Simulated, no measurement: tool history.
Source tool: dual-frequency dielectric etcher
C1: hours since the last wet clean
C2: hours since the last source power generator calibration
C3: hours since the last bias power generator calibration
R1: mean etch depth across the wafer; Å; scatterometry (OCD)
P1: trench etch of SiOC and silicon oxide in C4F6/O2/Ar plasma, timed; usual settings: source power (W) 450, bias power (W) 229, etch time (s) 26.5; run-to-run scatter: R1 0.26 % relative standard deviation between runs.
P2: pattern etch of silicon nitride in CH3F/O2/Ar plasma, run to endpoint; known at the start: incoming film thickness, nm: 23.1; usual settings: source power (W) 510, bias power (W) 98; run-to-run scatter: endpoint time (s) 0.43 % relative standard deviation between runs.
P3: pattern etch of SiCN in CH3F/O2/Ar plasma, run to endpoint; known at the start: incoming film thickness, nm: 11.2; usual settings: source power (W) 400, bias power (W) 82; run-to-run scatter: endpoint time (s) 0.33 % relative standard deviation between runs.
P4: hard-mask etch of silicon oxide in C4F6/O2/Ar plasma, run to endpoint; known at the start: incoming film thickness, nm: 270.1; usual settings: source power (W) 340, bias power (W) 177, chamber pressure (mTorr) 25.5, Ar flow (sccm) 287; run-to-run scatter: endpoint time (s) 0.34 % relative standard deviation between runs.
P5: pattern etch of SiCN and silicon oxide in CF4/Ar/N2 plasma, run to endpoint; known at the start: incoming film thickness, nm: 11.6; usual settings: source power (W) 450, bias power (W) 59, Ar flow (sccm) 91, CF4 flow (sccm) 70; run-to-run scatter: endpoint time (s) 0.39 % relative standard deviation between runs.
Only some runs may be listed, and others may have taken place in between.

{"run": 1, "hour": 11.8, "process that ran": "P1", "source power (W)": 450, "bias power (W)": 229, "etch time (s)": 26.5, "C1": 192.8, "C2": 1048.8, "C3": 3425.3, "R1": 579.58}
{"run": 2, "hour": 21.0, "process that ran": "P2", "source power (W)": 510, "bias power (W)": 66, "C1": 202, "C2": 1058, "C3": 3434.5, "endpoint time (s)": 32.202}
{"run": 3, "hour": 30.3, "process that ran": "P4", "source power (W)": 340, "bias power (W)": 116, "chamber pressure (mTorr)": 25.5, "Ar flow (sccm)": 287, "C1": 211.3, "C2": 1067.3, "C3": 3443.8, "endpoint time (s)": 102.32}
{"run": 4, "hour": 40.0, "process that ran": "P3", "source power (W)": 530, "bias power (W)": 82, "C1": 221, "C2": 1077, "C3": 3453.5, "endpoint time (s)": 26.41}
{"run": 5, "hour": 48.5, "process that ran": "P4", "source power (W)": 340, "bias power (W)": 177, "chamber pressure (mTorr)": 35.5, "Ar flow (sccm)": 287, "C1": 229.5, "C2": 1085.5, "C3": 3462, "endpoint time (s)": 93.3}
{"run": 6, "hour": 57.4, "process that ran": "P5", "source power (W)": 450, "bias power (W)": 59, "Ar flow (sccm)": 91, "CF4 flow (sccm)": 70, "C1": 238.4, "C2": 1094.4, "C3": 3470.9, "endpoint time (s)": 14.406}
{"run": 7, "hour": 70.9, "process that ran": "P3", "source power (W)": 400, "bias power (W)": 110, "C1": 251.9, "C2": 1107.9, "C3": 3484.4, "endpoint time (s)": 26.381}
{"run": 8, "hour": 78.9, "process that ran": "P3", "source power (W)": 400, "bias power (W)": 82, "C1": 259.9, "C2": 1115.9, "C3": 3492.4, "endpoint time (s)": 29.429}
{"run": 9, "hour": 89.1, "process that ran": "P5", "source power (W)": 450, "bias power (W)": 59, "Ar flow (sccm)": 63, "CF4 flow (sccm)": 70, "C1": 270.1, "C2": 1126.1, "C3": 3502.6, "endpoint time (s)": 13.687}
{"run": 10, "hour": 104.6, "process that ran": "P1", "source power (W)": 450, "bias power (W)": 229, "etch time (s)": 26.5, "C1": 285.6, "C2": 1141.6, "C3": 3518.1, "R1": 577.65}
{"run": 11, "hour": 111.7, "process that ran": "P4", "source power (W)": 340, "bias power (W)": 177, "chamber pressure (mTorr)": 25.5, "Ar flow (sccm)": 287, "C1": 292.7, "C2": 1148.7, "C3": 3525.2, "endpoint time (s)": 90.109}
{"run": 12, "hour": 125.9, "process that ran": "P1", "source power (W)": 310, "bias power (W)": 229, "etch time (s)": 26.5, "C1": 306.9, "C2": 1162.9, "C3": 3539.4, "R1": 503.17}
{"run": 13, "hour": 137.6, "process that ran": "P1", "source power (W)": 450, "bias power (W)": 162, "etch time (s)": 26.5, "C1": 318.6, "C2": 1174.6, "C3": 3551.1, "R1": 519.12}
{"run": 14, "hour": 151.2, "process that ran": "P1", "source power (W)": 580, "bias power (W)": 229, "etch time (s)": 20.5, "C1": 332.2, "C2": 1188.2, "C3": 3564.7, "R1": 493.9}
{"run": 15, "hour": 161.4, "process that ran": "P5", "source power (W)": 450, "bias power (W)": 59, "Ar flow (sccm)": 91, "CF4 flow (sccm)": 70, "C1": 342.4, "C2": 1198.4, "C3": 3574.9, "endpoint time (s)": 14.446}
{"run": 16, "hour": 174.6, "process that ran": "P1", "source power (W)": 450, "bias power (W)": 229, "etch time (s)": 26.5, "C1": 355.6, "C2": 1211.6, "C3": 3588.1, "R1": 580.92}
{"run": 17, "hour": 184.4, "process that ran": "P4", "source power (W)": 270, "bias power (W)": 177, "chamber pressure (mTorr)": 25.5, "Ar flow (sccm)": 287, "C1": 365.4, "C2": 1221.4, "C3": 3597.9, "endpoint time (s)": 98.188}
{"run": 18, "hour": 198.6, "process that ran": "P1", "source power (W)": 450, "bias power (W)": 167, "etch time (s)": 18, "C1": 379.6, "C2": 1235.6, "C3": 3612.1, "R1": 356.95}
{"hour": 206.2, "done": "wet clean of the chamber"}
{"run": 19, "hour": 209.0, "process that ran": "P5", "source power (W)": 450, "bias power (W)": 59, "Ar flow (sccm)": 91, "CF4 flow (sccm)": 93, "C1": 2.8, "C2": 1246, "C3": 3622.5, "endpoint time (s)": 13.777}
{"run": 20, "hour": 219.5, "process that ran": "P1", "source power (W)": 450, "bias power (W)": 229, "etch time (s)": 35.5, "C1": 13.3, "C2": 1256.5, "C3": 3633, "R1": 775.73}
{"run": 21, "hour": 234.4, "process that ran": "P2", "source power (W)": 510, "bias power (W)": 98, "C1": 28.2, "C2": 1271.4, "C3": 3647.9, "endpoint time (s)": 28.358}
{"run": 22, "hour": 248.7, "process that ran": "P5", "source power (W)": 620, "bias power (W)": 59, "Ar flow (sccm)": 91, "CF4 flow (sccm)": 70, "C1": 42.5, "C2": 1285.7, "C3": 3662.2, "endpoint time (s)": 10.877}
{"run": 23, "hour": 262.5, "process that ran": "P1", "source power (W)": 450, "bias power (W)": 229, "etch time (s)": 26.5, "C1": 56.3, "C2": 1299.5, "C3": 3676, "R1": 581.48}
{"run": 24, "hour": 272.7, "process that ran": "P5", "source power (W)": 450, "bias power (W)": 41, "Ar flow (sccm)": 91, "CF4 flow (sccm)": 70, "C1": 66.5, "C2": 1309.7, "C3": 3686.2, "endpoint time (s)": 16.095}
{"run": 25, "hour": 285.8, "process that ran": "P1", "source power (W)": 450, "bias power (W)": 229, "etch time (s)": 26.5, "C1": 79.6, "C2": 1322.8, "C3": 3699.3, "R1": 581.12}
{"run": 26, "hour": 297.0, "process that ran": "P1", "source power (W)": 450, "bias power (W)": 229, "etch time (s)": 16, "C1": 90.8, "C2": 1334, "C3": 3710.5, "R1": 351.1}
{"run": 27, "hour": 312.1, "process that ran": "P1", "source power (W)": 450, "bias power (W)": 279, "etch time (s)": 26.5, "C1": 105.9, "C2": 1349.1, "C3": 3725.6, "R1": 620.63}
{"run": 28, "hour": 325.9, "process that ran": "P1", "source power (W)": 450, "bias power (W)": 229, "etch time (s)": 26.5, "C1": 119.7, "C2": 1362.9, "C3": 3739.4, "R1": 577.2}
{"hour": 326.0, "done": "bias power generator calibrated"}
{"run": 29, "hour": 339.8, "process that ran": "P1", "source power (W)": 610, "bias power (W)": 229, "etch time (s)": 26.5, "C1": 133.6, "C2": 1376.8, "C3": 13.9, "R1": 651.27}
{"run": 30, "hour": 351.3, "process that ran": "P2", "source power (W)": 710, "bias power (W)": 98, "C1": 145.1, "C2": 1388.3, "C3": 25.4, "endpoint time (s)": 24.979}
{"run": 31, "hour": 361.4, "process that ran": "P4", "source power (W)": 340, "bias power (W)": 177, "chamber pressure (mTorr)": 25.5, "Ar flow (sccm)": 287, "C1": 155.2, "C2": 1398.4, "C3": 35.5, "endpoint time (s)": 90.041}
{"run": 32, "hour": 373.6, "process that ran": "P4", "source power (W)": 340, "bias power (W)": 177, "chamber pressure (mTorr)": 25.5, "Ar flow (sccm)": 219, "C1": 167.4, "C2": 1410.6, "C3": 47.7, "endpoint time (s)": 87.691}
{"run": 33, "hour": 389.4, "process that ran": "P3", "source power (W)": 400, "bias power (W)": 82, "C1": 183.2, "C2": 1426.4, "C3": 63.5, "endpoint time (s)": 29.389}
{"run": 34, "hour": 402.3, "process that ran": "P1", "source power (W)": 450, "bias power (W)": 229, "etch time (s)": 26.5, "C1": 196.1, "C2": 1439.3, "C3": 76.4, "R1": 582.16}
{"run": 35, "hour": 418.4, "process that ran": "P1", "source power (W)": 450, "bias power (W)": 229, "etch time (s)": 26.5, "C1": 212.2, "C2": 1455.4, "C3": 92.5, "R1": 579.64}
{"run": 36, "hour": 429.8, "process that ran": "P1", "source power (W)": 450, "bias power (W)": 229, "etch time (s)": 26.5, "C1": 223.6, "C2": 1466.8, "C3": 103.9, "R1": 574.21}
{"run": 37, "hour": 442.5, "process that ran": "P1", "source power (W)": 450, "bias power (W)": 229, "etch time (s)": 26.5, "C1": 236.3, "C2": 1479.5, "C3": 116.6, "R1": 572.2}
{"run": 38, "hour": 452.0, "process that ran": "P1", "source power (W)": 450, "bias power (W)": 229, "etch time (s)": 26.5, "C1": 245.8, "C2": 1489, "C3": 126.1, "R1": 572.05}
{"run": 39, "hour": 463.7, "process that ran": "P1", "source power (W)": 450, "bias power (W)": 229, "etch time (s)": 26.5, "C1": 257.5, "C2": 1500.7, "C3": 137.8, "R1": 570.16}
{"hour": 468.1, "done": "wet clean of the chamber"}
{"run": 40, "hour": 476.8, "process that ran": "P1", "source power (W)": 450, "bias power (W)": 229, "etch time (s)": 26.5, "C1": 8.8, "C2": 1513.8, "C3": 150.9, "R1": 570.85}
{"run": 41, "hour": 490.5, "process that ran": "P1", "source power (W)": 450, "bias power (W)": 229, "etch time (s)": 26.5, "C1": 22.5, "C2": 1527.5, "C3": 164.6, "R1": 570.32}

P1 has crept away from where it was. The log is fitted equally well by each of these 2 causes, at the sizes shown:
A: bias power that arrives under what is set, % = 4.61
B: source power that arrives under what is set, % = 3.95
The creep began at about hour 418.4.
Other possible causes, and why each is ruled out:
chamber walls in a state that lowers the etch rate, %: serviced at hour 468.1, after the change had begun; the process did not return to its earlier output

The list below offers 4 check runs, each averaging the results of 2 wafers, and shows each result as a question mark. For which of them would the listed causes give clearly different results?
{"run": "check 1", "hour": 504.2, "process that ran": "P4", "source power (W)": 340, "bias power (W)": 118, "chamber pressure (mTorr)": 25.5, "Ar flow (sccm)": 287, "endpoint time (s)": "?"}
{"run": "check 2", "hour": 504.2, "process that ran": "P5", "source power (W)": 600, "bias power (W)": 59, "Ar flow (sccm)": 91, "CF4 flow (sccm)": 91, "endpoint time (s)": "?"}
{"run": "check 3", "hour": 504.2, "process that ran": "P3", "source power (W)": 520, "bias power (W)": 101, "endpoint time (s)": "?"}
{"run": "check 4", "hour": 504.2, "process that ran": "P2", "source power (W)": 630, "bias power (W)": 82, "endpoint time (s)": "?"}

Outcome of each check run for each possible cause:
check=check_1 result=endpoint_time_(s) if_A=103.24 if_B=103.5
check=check_2 result=endpoint_time_(s) if_A=10.867 if_B=11.11
check=check_3 result=endpoint_time_(s) if_A=25.154 if_B=25.09
check=check_4 result=endpoint_time_(s) if_A=28.202 if_B=28.183
Separation of the two closest causes in each check, using whichever result separates them best: check 1 0.25 %; check 2 2.21 %; check 3 0.25 %; check 4 0.07 %
Only in check 2 would the causes give clearly different results; in the remaining checks their results would be nearly the same.

Then check 2 was run and gave: endpoint time (s) 10.893. Which cause is it?

The correct cause is A, namely: bias power that arrives under what is set, %.

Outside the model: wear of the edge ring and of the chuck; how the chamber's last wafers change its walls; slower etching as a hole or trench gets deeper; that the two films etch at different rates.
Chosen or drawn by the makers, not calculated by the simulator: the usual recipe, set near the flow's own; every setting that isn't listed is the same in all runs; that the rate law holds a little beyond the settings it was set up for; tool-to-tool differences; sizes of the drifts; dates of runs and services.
